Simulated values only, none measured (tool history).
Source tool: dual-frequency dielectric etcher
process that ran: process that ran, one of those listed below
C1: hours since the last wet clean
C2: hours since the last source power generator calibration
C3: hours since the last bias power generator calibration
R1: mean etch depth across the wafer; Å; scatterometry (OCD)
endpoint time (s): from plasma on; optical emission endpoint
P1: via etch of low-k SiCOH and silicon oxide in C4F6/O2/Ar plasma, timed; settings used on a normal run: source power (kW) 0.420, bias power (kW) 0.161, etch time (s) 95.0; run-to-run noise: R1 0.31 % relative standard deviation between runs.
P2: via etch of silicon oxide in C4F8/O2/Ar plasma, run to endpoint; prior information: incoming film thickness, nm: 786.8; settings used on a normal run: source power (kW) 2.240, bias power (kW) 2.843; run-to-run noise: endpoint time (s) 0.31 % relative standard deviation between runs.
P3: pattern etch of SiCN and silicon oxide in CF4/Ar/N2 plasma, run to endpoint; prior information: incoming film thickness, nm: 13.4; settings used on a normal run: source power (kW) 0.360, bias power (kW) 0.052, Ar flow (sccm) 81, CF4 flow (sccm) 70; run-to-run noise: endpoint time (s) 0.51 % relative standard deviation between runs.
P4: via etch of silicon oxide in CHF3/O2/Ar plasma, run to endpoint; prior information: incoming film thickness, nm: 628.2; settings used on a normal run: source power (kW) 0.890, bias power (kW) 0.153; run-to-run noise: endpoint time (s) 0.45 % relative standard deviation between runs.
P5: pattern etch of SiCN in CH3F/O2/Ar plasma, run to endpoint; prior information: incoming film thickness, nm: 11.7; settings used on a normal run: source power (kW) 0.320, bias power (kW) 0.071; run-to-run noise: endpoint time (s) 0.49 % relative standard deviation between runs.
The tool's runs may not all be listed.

Run 1, hour 3.2: process that ran P1, source power (kW) 0.420, bias power (kW) 0.161, etch time (s) 95.0; C1 174.4; C2 499.8; C3 961.6. Result: R1 2670.0 Å.
Run 2, hour 6.0: process that ran P1, source power (kW) 0.290, bias power (kW) 0.161, etch time (s) 95.0; C1 177.2; C2 502.6; C3 964.4. Result: R1 2309.6 Å.
Run 3, hour 8.6: process that ran P1, source power (kW) 0.420, bias power (kW) 0.200, etch time (s) 95.0; C1 179.8; C2 505.2; C3 967.0. Result: R1 2869.2 Å.
Run 4, hour 14.5: process that ran P1, source power (kW) 0.420, bias power (kW) 0.161, etch time (s) 95.0; C1 185.7; C2 511.1; C3 972.9. Result: R1 2698.7 Å.
Run 5, hour 19.7: process that ran P5, source power (kW) 0.320, bias power (kW) 0.071; C1 190.9; C2 516.3; C3 978.1. Result: endpoint time (s) 33.847.
Run 6, hour 23.5: process that ran P4, source power (kW) 0.890, bias power (kW) 0.153; C1 194.7; C2 520.1; C3 981.9. Result: endpoint time (s) 282.870.
Run 7, hour 26.4: process that ran P5, source power (kW) 0.320, bias power (kW) 0.100; C1 197.6; C2 523.0; C3 984.8. Result: endpoint time (s) 29.738.
Run 8, hour 31.5: process that ran P2, source power (kW) 1.560, bias power (kW) 2.843; C1 202.7; C2 528.1; C3 989.9. Result: endpoint time (s) 147.770.
Run 9, hour 35.1: process that ran P3, source power (kW) 0.360, bias power (kW) 0.052, Ar flow (sccm) 81, CF4 flow (sccm) 70; C1 206.3; C2 531.7; C3 993.5. Result: endpoint time (s) 20.430.
Run 10, hour 38.3: process that ran P4, source power (kW) 0.890, bias power (kW) 0.153; C1 209.5; C2 534.9; C3 996.7. Result: endpoint time (s) 280.940.
Run 11, hour 42.1: process that ran P5, source power (kW) 0.220, bias power (kW) 0.071; C1 213.3; C2 538.7; C3 1000.5. Result: endpoint time (s) 38.791.
Run 12, hour 45.4: process that ran P3, source power (kW) 0.490, bias power (kW) 0.052, Ar flow (sccm) 81, CF4 flow (sccm) 70; C1 216.6; C2 542.0; C3 1003.8. Result: endpoint time (s) 15.537.
Run 13, hour 50.5: process that ran P4, source power (kW) 0.670, bias power (kW) 0.153; C1 221.7; C2 547.1; C3 1008.9. Result: endpoint time (s) 315.350.
Run 14, hour 53.4: process that ran P3, source power (kW) 0.360, bias power (kW) 0.036, Ar flow (sccm) 81, CF4 flow (sccm) 70; C1 224.6; C2 550.0; C3 1011.8. Result: endpoint time (s) 22.860.
Run 15, hour 56.7: process that ran P2, source power (kW) 2.240, bias power (kW) 3.638; C1 227.9; C2 553.3; C3 1015.1. Result: endpoint time (s) 118.710.
Run 16, hour 60.5: process that ran P4, source power (kW) 0.890, bias power (kW) 0.207; C1 231.7; C2 557.1; C3 1018.9. Result: endpoint time (s) 254.950.
Run 17, hour 63.4: process that ran P2, source power (kW) 2.240, bias power (kW) 2.843; C1 234.6; C2 560.0; C3 1021.8. Result: endpoint time (s) 127.490.
Run 18, hour 66.4: process that ran P3, source power (kW) 0.360, bias power (kW) 0.052, Ar flow (sccm) 81, CF4 flow (sccm) 84; C1 237.6; C2 563.0; C3 1024.8. Result: endpoint time (s) 20.086.
Run 19, hour 71.8: process that ran P1, source power (kW) 0.510, bias power (kW) 0.205, etch time (s) 95.0; C1 243.0; C2 568.4; C3 1030.2. Result: R1 3115.8 Å.
Run 20, hour 76.9: process that ran P1, source power (kW) 0.420, bias power (kW) 0.117, etch time (s) 95.0; C1 248.1; C2 573.5; C3 1035.3. Result: R1 2450.3 Å.
Run 21, hour 81.6: process that ran P1, source power (kW) 0.530, bias power (kW) 0.161, etch time (s) 95.0; C1 252.8; C2 578.2; C3 1040.0. Result: R1 2948.9 Å.
Run 22, hour 85.0: process that ran P1, source power (kW) 0.420, bias power (kW) 0.161, etch time (s) 95.0; C1 256.2; C2 581.6; C3 1043.4. Result: R1 2683.5 Å.
Run 23, hour 89.5: process that ran P3, source power (kW) 0.360, bias power (kW) 0.052, Ar flow (sccm) 81, CF4 flow (sccm) 70; C1 260.7; C2 586.1; C3 1047.9. Result: endpoint time (s) 20.467.
Run 24, hour 92.2: process that ran P3, source power (kW) 0.360, bias power (kW) 0.052, Ar flow (sccm) 57, CF4 flow (sccm) 70; C1 263.4; C2 588.8; C3 1050.6. Result: endpoint time (s) 19.705.
Run 25, hour 97.6: process that ran P1, source power (kW) 0.420, bias power (kW) 0.161, etch time (s) 52.5; C1 268.8; C2 594.2; C3 1056.0. Result: R1 1480.6 Å.
At hour 100.6: bias power generator calibrated.
Run 26, hour 102.7: process that ran P1, source power (kW) 0.420, bias power (kW) 0.161, etch time (s) 95.0; C1 273.9; C2 599.3; C3 2.1. Result: R1 2696.6 Å.
Run 27, hour 108.2: process that ran P1, source power (kW) 0.420, bias power (kW) 0.161, etch time (s) 139.5; C1 279.4; C2 604.8; C3 7.6. Result: R1 3964.5 Å.
Run 28, hour 113.6: process that ran P1, source power (kW) 0.420, bias power (kW) 0.161, etch time (s) 95.0; C1 284.8; C2 610.2; C3 13.0. Result: R1 2677.2 Å.
Run 29, hour 118.4: process that ran P1, source power (kW) 0.420, bias power (kW) 0.161, etch time (s) 95.0; C1 289.6; C2 615.0; C3 17.8. Result: R1 2695.6 Å.
Run 30, hour 123.8: process that ran P1, source power (kW) 0.420, bias power (kW) 0.161, etch time (s) 95.0; C1 295.0; C2 620.4; C3 23.2. Result: R1 2685.4 Å.
Run 31, hour 127.7: process that ran P1, source power (kW) 0.420, bias power (kW) 0.161, etch time (s) 95.0; C1 298.9; C2 624.3; C3 27.1. Result: R1 2668.4 Å.
Run 32, hour 133.5: process that ran P1, source power (kW) 0.420, bias power (kW) 0.161, etch time (s) 95.0; C1 304.7; C2 630.1; C3 32.9. Result: R1 2658.3 Å.
Run 33, hour 136.4: process that ran P1, source power (kW) 0.420, bias power (kW) 0.161, etch time (s) 95.0; C1 307.6; C2 633.0; C3 35.8. Result: R1 2653.1 Å.
Run 34, hour 141.9: process that ran P1, source power (kW) 0.420, bias power (kW) 0.161, etch time (s) 95.0; C1 313.1; C2 638.5; C3 41.3. Result: R1 2650.7 Å.
Run 35, hour 145.2: process that ran P1, source power (kW) 0.420, bias power (kW) 0.161, etch time (s) 95.0; C1 316.4; C2 641.8; C3 44.6. Result: R1 2638.8 Å.
At hour 147.5: wet clean of the chamber.
Run 36, hour 150.0: process that ran P1, source power (kW) 0.420, bias power (kW) 0.161, etch time (s) 95.0; C1 2.5; C2 646.6; C3 49.4. Result: R1 2648.5 Å.
Run 37, hour 152.6: process that ran P1, source power (kW) 0.420, bias power (kW) 0.161, etch time (s) 95.0; C1 5.1; C2 649.2; C3 52.0. Result: R1 2637.2 Å.
Run 38, hour 155.9: process that ran P1, source power (kW) 0.420, bias power (kW) 0.161, etch time (s) 95.0; C1 8.4; C2 652.5; C3 55.3. Result: R1 2642.8 Å.
Run 39, hour 158.7: process that ran P1, source power (kW) 0.420, bias power (kW) 0.161, etch time (s) 95.0; C1 11.2; C2 655.3; C3 58.1. Result: R1 2639.1 Å.
Run 40, hour 164.5: process that ran P1, source power (kW) 0.420, bias power (kW) 0.161, etch time (s) 95.0; C1 17.0; C2 661.1; C3 63.9. Result: R1 2644.9 Å.

Compared with where it was, what P1 gives has crept away. Each cause listed below fits the log as well as the rest, at the size given for it:
A: source power that arrives under what is set, % = 3.86
B: bias power that arrives under what is set, % = 4.93
Onset of the creep was near hour 123.8.
Other possible causes, and why each is ruled out:
chamber walls in a state that lowers the etch rate, %: serviced at hour 147.5, after the drift had started, without restoring the earlier output

4 check runs are offered, each on 5 wafers whose results are averaged, their results left as question marks. Which one tells the causes apart?
Run check 1, hour 170.3: process that ran P3, source power (kW) 0.360, bias power (kW) 0.052, Ar flow (sccm) 65, CF4 flow (sccm) 70. Result: endpoint time (s) ?.
Run check 2, hour 170.3: process that ran P5, source power (kW) 0.230, bias power (kW) 0.097. Result: endpoint time (s) ?.
Run check 3, hour 170.3: process that ran P4, source power (kW) 0.890, bias power (kW) 0.200. Result: endpoint time (s) ?.
Run check 4, hour 170.3: process that ran P2, source power (kW) 2.240, bias power (kW) 3.531. Result: endpoint time (s) ?.

What every check run would give for each of its results, assuming each possible cause in turn:
  check             result     if A     if B
check 1  endpoint time (s)   20.617   20.204
check 2  endpoint time (s)   34.475   34.652
check 3  endpoint time (s)  262.520  262.980
check 4  endpoint time (s)  121.330  121.420
Distance between the nearest two causes, measured in the result of the check that separates them most: check 1 2.03 %; check 2 0.51 %; check 3 0.17 %; check 4 0.08 %
Only in check 1 would the causes give clearly different results; in the remaining checks their results would be nearly the same.

Check 1 has now been run. It gave: endpoint time (s) 20.210. Which of the candidate causes is it?

The correct cause is B, namely: bias power that arrives under what is set, %.
